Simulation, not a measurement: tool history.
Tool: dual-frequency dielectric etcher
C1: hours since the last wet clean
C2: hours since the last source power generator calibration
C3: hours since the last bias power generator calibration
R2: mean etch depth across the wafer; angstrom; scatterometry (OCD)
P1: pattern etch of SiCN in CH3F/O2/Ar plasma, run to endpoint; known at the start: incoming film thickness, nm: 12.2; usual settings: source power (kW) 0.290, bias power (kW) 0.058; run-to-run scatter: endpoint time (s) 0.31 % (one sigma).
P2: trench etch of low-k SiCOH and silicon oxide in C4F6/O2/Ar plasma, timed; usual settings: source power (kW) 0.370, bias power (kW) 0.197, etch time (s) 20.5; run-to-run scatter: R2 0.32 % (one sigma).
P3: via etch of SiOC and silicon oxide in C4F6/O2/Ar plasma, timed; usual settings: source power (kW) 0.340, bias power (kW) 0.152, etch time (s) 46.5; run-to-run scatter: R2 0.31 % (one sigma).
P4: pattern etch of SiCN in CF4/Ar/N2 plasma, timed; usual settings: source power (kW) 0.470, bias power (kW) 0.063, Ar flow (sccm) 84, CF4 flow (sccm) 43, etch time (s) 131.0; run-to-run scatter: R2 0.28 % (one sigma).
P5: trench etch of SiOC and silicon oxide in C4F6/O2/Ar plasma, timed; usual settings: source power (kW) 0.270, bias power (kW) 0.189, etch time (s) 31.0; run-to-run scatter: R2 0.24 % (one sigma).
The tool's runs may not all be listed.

run 1 day=0.162 | process_that_ran=P1 source_power_(kW)=0.290 bias_power_(kW)=0.058 | C1=89.4 C2=2086.2 C3=2380.8 | endpoint_time_(s)=40.527
run 2 day=0.462 | process_that_ran=P1 source_power_(kW)=0.290 bias_power_(kW)=0.058 | C1=96.6 C2=2093.4 C3=2388.0 | endpoint_time_(s)=40.633
run 3 day=0.792 | process_that_ran=P1 source_power_(kW)=0.290 bias_power_(kW)=0.072 | C1=104.5 C2=2101.3 C3=2395.9 | endpoint_time_(s)=37.536
run 4 day=1.117 | process_that_ran=P4 source_power_(kW)=0.470 bias_power_(kW)=0.063 Ar_flow_(sccm)=58 CF4_flow_(sccm)=43 etch_time_(s)=131.0 | C1=112.3 C2=2109.1 C3=2403.7 | R2=1157.60
run 5 day=1.296 | process_that_ran=P5 source_power_(kW)=0.270 bias_power_(kW)=0.189 etch_time_(s)=31.0 | C1=116.6 C2=2113.4 C3=2408.0 | R2=529.54
run 6 day=1.650 | process_that_ran=P4 source_power_(kW)=0.470 bias_power_(kW)=0.044 Ar_flow_(sccm)=84 CF4_flow_(sccm)=43 etch_time_(s)=131.0 | C1=125.1 C2=2121.9 C3=2416.5 | R2=965.30
-- day=1.746 bias power generator calibrated
run 7 day=1.933 | process_that_ran=P2 source_power_(kW)=0.470 bias_power_(kW)=0.197 etch_time_(s)=20.5 | C1=131.9 C2=2128.7 C3=4.6 | R2=691.94
run 8 day=2.208 | process_that_ran=P1 source_power_(kW)=0.190 bias_power_(kW)=0.073 | C1=138.5 C2=2135.3 C3=11.2 | endpoint_time_(s)=43.782
run 9 day=2.488 | process_that_ran=P5 source_power_(kW)=0.270 bias_power_(kW)=0.115 etch_time_(s)=31.0 | C1=145.2 C2=2142.0 C3=17.9 | R2=453.68
run 10 day=2.700 | process_that_ran=P1 source_power_(kW)=0.290 bias_power_(kW)=0.058 | C1=150.3 C2=2147.1 C3=23.0 | endpoint_time_(s)=40.694
run 11 day=2.988 | process_that_ran=P3 source_power_(kW)=0.470 bias_power_(kW)=0.152 etch_time_(s)=46.5 | C1=157.2 C2=2154.0 C3=29.9 | R2=533.32
run 12 day=3.321 | process_that_ran=P3 source_power_(kW)=0.340 bias_power_(kW)=0.152 etch_time_(s)=30.0 | C1=165.2 C2=2162.0 C3=37.9 | R2=303.22
run 13 day=3.529 | process_that_ran=P4 source_power_(kW)=0.470 bias_power_(kW)=0.063 Ar_flow_(sccm)=84 CF4_flow_(sccm)=43 etch_time_(s)=191.0 | C1=170.2 C2=2167.0 C3=42.9 | R2=1590.20
run 14 day=3.700 | process_that_ran=P5 source_power_(kW)=0.380 bias_power_(kW)=0.189 etch_time_(s)=31.0 | C1=174.3 C2=2171.1 C3=47.0 | R2=604.62
run 15 day=3.979 | process_that_ran=P4 source_power_(kW)=0.470 bias_power_(kW)=0.063 Ar_flow_(sccm)=84 CF4_flow_(sccm)=43 etch_time_(s)=131.0 | C1=181.0 C2=2177.8 C3=53.7 | R2=1086.60
run 16 day=4.138 | process_that_ran=P1 source_power_(kW)=0.200 bias_power_(kW)=0.058 | C1=184.8 C2=2181.6 C3=57.5 | endpoint_time_(s)=46.556
run 17 day=4.325 | process_that_ran=P4 source_power_(kW)=0.630 bias_power_(kW)=0.063 Ar_flow_(sccm)=84 CF4_flow_(sccm)=43 etch_time_(s)=131.0 | C1=189.3 C2=2186.1 C3=62.0 | R2=1404.10
run 18 day=4.612 | process_that_ran=P1 source_power_(kW)=0.290 bias_power_(kW)=0.058 | C1=196.2 C2=2193.0 C3=68.9 | endpoint_time_(s)=40.706
run 19 day=4.962 | process_that_ran=P1 source_power_(kW)=0.290 bias_power_(kW)=0.058 | C1=204.6 C2=2201.4 C3=77.3 | endpoint_time_(s)=40.403
run 20 day=5.250 | process_that_ran=P1 source_power_(kW)=0.340 bias_power_(kW)=0.058 | C1=211.5 C2=2208.3 C3=84.2 | endpoint_time_(s)=38.365
run 21 day=5.596 | process_that_ran=P5 source_power_(kW)=0.270 bias_power_(kW)=0.189 etch_time_(s)=31.0 | C1=219.8 C2=2216.6 C3=92.5 | R2=530.87
run 22 day=5.804 | process_that_ran=P5 source_power_(kW)=0.270 bias_power_(kW)=0.189 etch_time_(s)=17.0 | C1=224.8 C2=2221.6 C3=97.5 | R2=290.30
run 23 day=6.038 | process_that_ran=P1 source_power_(kW)=0.290 bias_power_(kW)=0.039 | C1=230.4 C2=2227.2 C3=103.1 | endpoint_time_(s)=46.026
run 24 day=6.292 | process_that_ran=P3 source_power_(kW)=0.340 bias_power_(kW)=0.195 etch_time_(s)=46.5 | C1=236.5 C2=2233.3 C3=109.2 | R2=508.81
run 25 day=6.479 | process_that_ran=P1 source_power_(kW)=0.290 bias_power_(kW)=0.058 | C1=241.0 C2=2237.8 C3=113.7 | endpoint_time_(s)=40.573
run 26 day=6.696 | process_that_ran=P1 source_power_(kW)=0.210 bias_power_(kW)=0.076 | C1=246.2 C2=2243.0 C3=118.9 | endpoint_time_(s)=41.751
run 27 day=7.000 | process_that_ran=P1 source_power_(kW)=0.290 bias_power_(kW)=0.058 | C1=253.5 C2=2250.3 C3=126.2 | endpoint_time_(s)=40.652
run 28 day=7.200 | process_that_ran=P2 source_power_(kW)=0.370 bias_power_(kW)=0.197 etch_time_(s)=14.5 | C1=258.3 C2=2255.1 C3=131.0 | R2=442.29
run 29 day=7.450 | process_that_ran=P4 source_power_(kW)=0.470 bias_power_(kW)=0.063 Ar_flow_(sccm)=84 CF4_flow_(sccm)=29 etch_time_(s)=131.0 | C1=264.3 C2=2261.1 C3=137.0 | R2=1019.00
run 30 day=7.821 | process_that_ran=P2 source_power_(kW)=0.370 bias_power_(kW)=0.127 etch_time_(s)=20.5 | C1=273.2 C2=2270.0 C3=145.9 | R2=547.71
run 31 day=8.021 | process_that_ran=P2 source_power_(kW)=0.370 bias_power_(kW)=0.197 etch_time_(s)=20.5 | C1=278.0 C2=2274.8 C3=150.7 | R2=623.86
run 32 day=8.183 | process_that_ran=P3 source_power_(kW)=0.340 bias_power_(kW)=0.152 etch_time_(s)=46.5 | C1=281.9 C2=2278.7 C3=154.6 | R2=469.81
run 33 day=8.529 | process_that_ran=P1 source_power_(kW)=0.290 bias_power_(kW)=0.058 | C1=290.2 C2=2287.0 C3=162.9 | endpoint_time_(s)=40.701
run 34 day=8.704 | process_that_ran=P1 source_power_(kW)=0.290 bias_power_(kW)=0.058 | C1=294.4 C2=2291.2 C3=167.1 | endpoint_time_(s)=40.682
run 35 day=8.958 | process_that_ran=P1 source_power_(kW)=0.290 bias_power_(kW)=0.058 | C1=300.5 C2=2297.3 C3=173.2 | endpoint_time_(s)=40.832
run 36 day=9.204 | process_that_ran=P1 source_power_(kW)=0.290 bias_power_(kW)=0.058 | C1=306.4 C2=2303.2 C3=179.1 | endpoint_time_(s)=41.056
run 37 day=9.508 | process_that_ran=P1 source_power_(kW)=0.290 bias_power_(kW)=0.058 | C1=313.7 C2=2310.5 C3=186.4 | endpoint_time_(s)=40.773
run 38 day=9.838 | process_that_ran=P1 source_power_(kW)=0.290 bias_power_(kW)=0.058 | C1=321.6 C2=2318.4 C3=194.3 | endpoint_time_(s)=41.272
-- day=10.108 wet clean of the chamber
run 39 day=10.175 | process_that_ran=P1 source_power_(kW)=0.290 bias_power_(kW)=0.058 | C1=1.7 C2=2326.5 C3=202.4 | endpoint_time_(s)=41.198
run 40 day=10.550 | process_that_ran=P1 source_power_(kW)=0.290 bias_power_(kW)=0.058 | C1=10.7 C2=2335.5 C3=211.4 | endpoint_time_(s)=41.370
run 41 day=10.775 | process_that_ran=P1 source_power_(kW)=0.290 bias_power_(kW)=0.058 | C1=16.1 C2=2340.9 C3=216.8 | endpoint_time_(s)=40.990
run 42 day=10.958 | process_that_ran=P1 source_power_(kW)=0.290 bias_power_(kW)=0.058 | C1=20.5 C2=2345.3 C3=221.2 | endpoint_time_(s)=40.970

What P1 gives has crept away from where it was. These 2 causes fit the log equally well, each at the size given:
A: source power that arrives under what is set, % = 4
B: bias power that arrives under what is set, % = 4.4
The creep began at about day 8.529.
Why every other cause is out:
chamber walls in a state that lowers the etch rate, %: serviced at day 10.108, which brought nothing back

4 check runs are offered, one wafer each, their results left as question marks. Which one tells the causes apart?
run check 1 day=11.142 | process_that_ran=P2 source_power_(kW)=0.450 bias_power_(kW)=0.197 etch_time_(s)=20.5 | R2=?
run check 2 day=11.142 | process_that_ran=P4 source_power_(kW)=0.560 bias_power_(kW)=0.063 Ar_flow_(sccm)=61 CF4_flow_(sccm)=43 etch_time_(s)=131.0 | R2=?
run check 3 day=11.142 | process_that_ran=P5 source_power_(kW)=0.320 bias_power_(kW)=0.119 etch_time_(s)=31.0 | R2=?
run check 4 day=11.142 | process_that_ran=P3 source_power_(kW)=0.440 bias_power_(kW)=0.152 etch_time_(s)=46.5 | R2=?

What each check would give under each cause:
check=check_1 result=R2 if_A=666.97 if_B=668.00
check=check_2 result=R2 if_A=1291.10 if_B=1318.80
check=check_3 result=R2 if_A=482.28 if_B=483.79
check=check_4 result=R2 if_A=511.34 if_B=512.48
How far apart the two closest causes lie, in the result that separates them most: check 1 0.16 %; check 2 2.13 %; check 3 0.31 %; check 4 0.22 %
Check 2 tells the causes apart: in the others they would give nearly the same result.

Then check 2 was run and gave: R2 1296.00 angstrom. Which cause is it?

It is A: source power that arrives under what is set, %.
